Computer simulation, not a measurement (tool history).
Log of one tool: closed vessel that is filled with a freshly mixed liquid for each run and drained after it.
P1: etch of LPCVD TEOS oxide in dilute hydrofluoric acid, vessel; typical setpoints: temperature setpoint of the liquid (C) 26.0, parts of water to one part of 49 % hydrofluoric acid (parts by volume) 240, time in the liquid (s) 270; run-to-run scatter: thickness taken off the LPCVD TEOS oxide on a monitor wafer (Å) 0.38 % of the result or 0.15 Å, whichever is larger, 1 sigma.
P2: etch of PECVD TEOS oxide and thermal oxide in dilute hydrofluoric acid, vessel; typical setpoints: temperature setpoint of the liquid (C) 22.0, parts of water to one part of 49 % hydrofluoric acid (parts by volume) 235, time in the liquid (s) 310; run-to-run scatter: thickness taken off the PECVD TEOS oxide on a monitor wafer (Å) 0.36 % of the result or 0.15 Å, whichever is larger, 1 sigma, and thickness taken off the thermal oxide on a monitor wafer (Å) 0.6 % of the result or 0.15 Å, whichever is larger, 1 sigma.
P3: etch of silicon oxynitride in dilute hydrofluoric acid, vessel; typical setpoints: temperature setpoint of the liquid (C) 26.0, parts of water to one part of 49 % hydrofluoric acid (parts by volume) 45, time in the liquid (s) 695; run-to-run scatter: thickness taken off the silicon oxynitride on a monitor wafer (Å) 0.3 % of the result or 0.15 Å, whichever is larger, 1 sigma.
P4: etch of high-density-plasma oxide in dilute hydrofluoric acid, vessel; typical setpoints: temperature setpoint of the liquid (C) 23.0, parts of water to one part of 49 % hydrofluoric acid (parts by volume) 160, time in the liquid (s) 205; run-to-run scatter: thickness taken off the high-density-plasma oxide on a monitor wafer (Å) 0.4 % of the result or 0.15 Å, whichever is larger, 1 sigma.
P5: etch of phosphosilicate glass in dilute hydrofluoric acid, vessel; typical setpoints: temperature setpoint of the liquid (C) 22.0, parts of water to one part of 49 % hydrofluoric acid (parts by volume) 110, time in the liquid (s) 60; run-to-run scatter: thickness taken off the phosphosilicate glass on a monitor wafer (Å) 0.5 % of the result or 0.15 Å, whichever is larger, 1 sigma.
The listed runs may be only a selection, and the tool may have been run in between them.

| run | hour | process that ran | temperature setpoint of the liquid (C) | parts of water to one part of 49 % hydrofluoric acid (parts by volume) | time in the liquid (s) | thickness taken off the LPCVD TEOS oxide on a monitor wafer (Å) | thickness taken off the high-density-plasma oxide on a monitor wafer (Å) | thickness taken off the PECVD TEOS oxide on a monitor wafer (Å) | thickness taken off the thermal oxide on a monitor wafer (Å) | thickness taken off the phosphosilicate glass on a monitor wafer (Å) | thickness taken off the silicon oxynitride on a monitor wafer (Å) |
|---|---|---|---|---|---|---|---|---|---|---|---|
| 1 | 5.9 | P1 | 26.0 | 240 | 270 | 204.18 |  |  |  |  |  |
| 2 | 10.2 | P4 | 23.0 | 100 | 205 |  | 133.050 |  |  |  |  |
| 3 | 15.1 | P2 | 22.0 | 70 | 310 |  |  | 424.590 | 203.910 |  |  |
| 4 | 20.4 | P1 | 26.0 | 405 | 270 | 103.18 |  |  |  |  |  |
| 5 | 28.0 | P2 | 22.0 | 235 | 610 |  |  | 208.510 | 100.860 |  |  |
| 6 | 34.6 | P5 | 22.0 | 110 | 60 |  |  |  |  | 375.07 |  |
| 7 | 39.0 | P1 | 26.0 | 240 | 270 | 205.57 |  |  |  |  |  |
| 8 | 47.2 | P3 | 26.0 | 45 | 1335 |  |  |  |  |  | 998.01 |
| 9 | 53.9 | P3 | 26.0 | 45 | 695 |  |  |  |  |  | 520.40 |
| 10 | 62.3 | P2 | 22.0 | 235 | 310 |  |  | 105.440 | 50.837 |  |  |
| 11 | 68.4 | P1 | 26.0 | 240 | 270 | 205.08 |  |  |  |  |  |
| 12 | 75.0 | P2 | 17.0 | 235 | 310 |  |  | 87.575 | 41.652 |  |  |
| 13 | 82.5 | P4 | 29.5 | 160 | 205 |  | 99.487 |  |  |  |  |
| 14 | 89.2 | P5 | 22.0 | 180 | 60 |  |  |  |  | 211.20 |  |
| 15 | 96.6 | P5 | 22.0 | 110 | 85 |  |  |  |  | 530.16 |  |
| 16 | 100.5 | P1 | 26.0 | 240 | 270 | 205.17 |  |  |  |  |  |
| 17 | 106.7 | P4 | 23.0 | 160 | 30 |  | 11.372 |  |  |  |  |
| 18 | 110.6 | P1 | 26.0 | 65 | 270 | 927.98 |  |  |  |  |  |
| 19 | 116.6 | P1 | 33.5 | 240 | 270 | 265.38 |  |  |  |  |  |
| 20 | 123.5 | P1 | 26.0 | 240 | 270 | 203.88 |  |  |  |  |  |
| 21 | 130.4 | P5 | 27.5 | 110 | 60 |  |  |  |  | 460.30 |  |
| 22 | 135.0 | P3 | 18.5 | 45 | 695 |  |  |  |  |  | 358.57 |
| 23 | 140.5 | P1 | 20.5 | 240 | 270 | 166.50 |  |  |  |  |  |
| 24 | 145.7 | P4 | 23.0 | 160 | 205 |  | 77.434 |  |  |  |  |
| 25 | 151.6 | P3 | 26.0 | 45 | 695 |  |  |  |  |  | 520.63 |

What will run 26 give?
| 26 | 157.7 | P1 | 26.0 | 240 | 270 | ? |  |  |  |  |  |

{"run 26": {"thickness taken off the LPCVD TEOS oxide on a monitor wafer (Å)": 207.02}}
